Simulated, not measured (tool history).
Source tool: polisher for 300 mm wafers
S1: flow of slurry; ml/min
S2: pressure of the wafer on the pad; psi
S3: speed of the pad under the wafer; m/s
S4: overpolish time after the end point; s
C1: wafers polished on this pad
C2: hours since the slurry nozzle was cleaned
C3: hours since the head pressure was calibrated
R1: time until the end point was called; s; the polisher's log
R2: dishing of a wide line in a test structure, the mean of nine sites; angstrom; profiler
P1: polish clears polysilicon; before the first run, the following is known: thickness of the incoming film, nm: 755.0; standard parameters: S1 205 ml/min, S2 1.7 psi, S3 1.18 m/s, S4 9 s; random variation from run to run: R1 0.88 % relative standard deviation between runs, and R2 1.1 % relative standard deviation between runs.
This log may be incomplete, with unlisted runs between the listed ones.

run,hour,S1,S2,S3,S4,C1,C2,C3,R1,R2
1,8.8,205,1.7,1.18,9,171,118.6,54.1,70.51,427.92
2,16.7,205,1.7,1.18,15,246,126.5,62,71.238,492.36
3,30.3,205,1.7,1.18,9,375,140.1,75.6,72.267,433.94
4,42.1,205,1.7,1.18,9,486,151.9,87.4,71.589,432.78
5,52.4,205,1.1,1.18,9,584,162.2,97.7,110.09,346.97
6,63.3,205,2.3,1.18,9,687,173.1,108.6,53.059,465.7
7,71.8,205,1.7,1.18,9,768,181.6,117.1,71.078,433.77
8,83.5,205,1.7,1.5,9,879,193.3,128.8,56.35,463.28
9,96.9,260,1.7,1.18,9,1006,206.7,142.2,69.239,430.92
10,106,125,1.7,1.18,5,1092,215.8,151.3,77.746,307.75
11,117.7,260,1.7,1.46,9,1203,227.5,163,56.825,458.56
12,130.9,205,1.7,1.18,3,1328,240.7,176.2,70.289,234.09
13,145.8,205,1.7,1.18,9,1469,255.6,191.1,70.512,418.26
14,158.6,125,1.7,1.18,9,1591,268.4,203.9,77.258,417.31
15,166.7,205,1.7,0.8,9,1667,276.5,212,105.3,367.66

For run 16, what comes out?
16,173.3,205,1.7,1.18,9,1730,283.1,218.6,?,?

Run 16 yielded R1 71.946 s, R2 428.6 angstrom.

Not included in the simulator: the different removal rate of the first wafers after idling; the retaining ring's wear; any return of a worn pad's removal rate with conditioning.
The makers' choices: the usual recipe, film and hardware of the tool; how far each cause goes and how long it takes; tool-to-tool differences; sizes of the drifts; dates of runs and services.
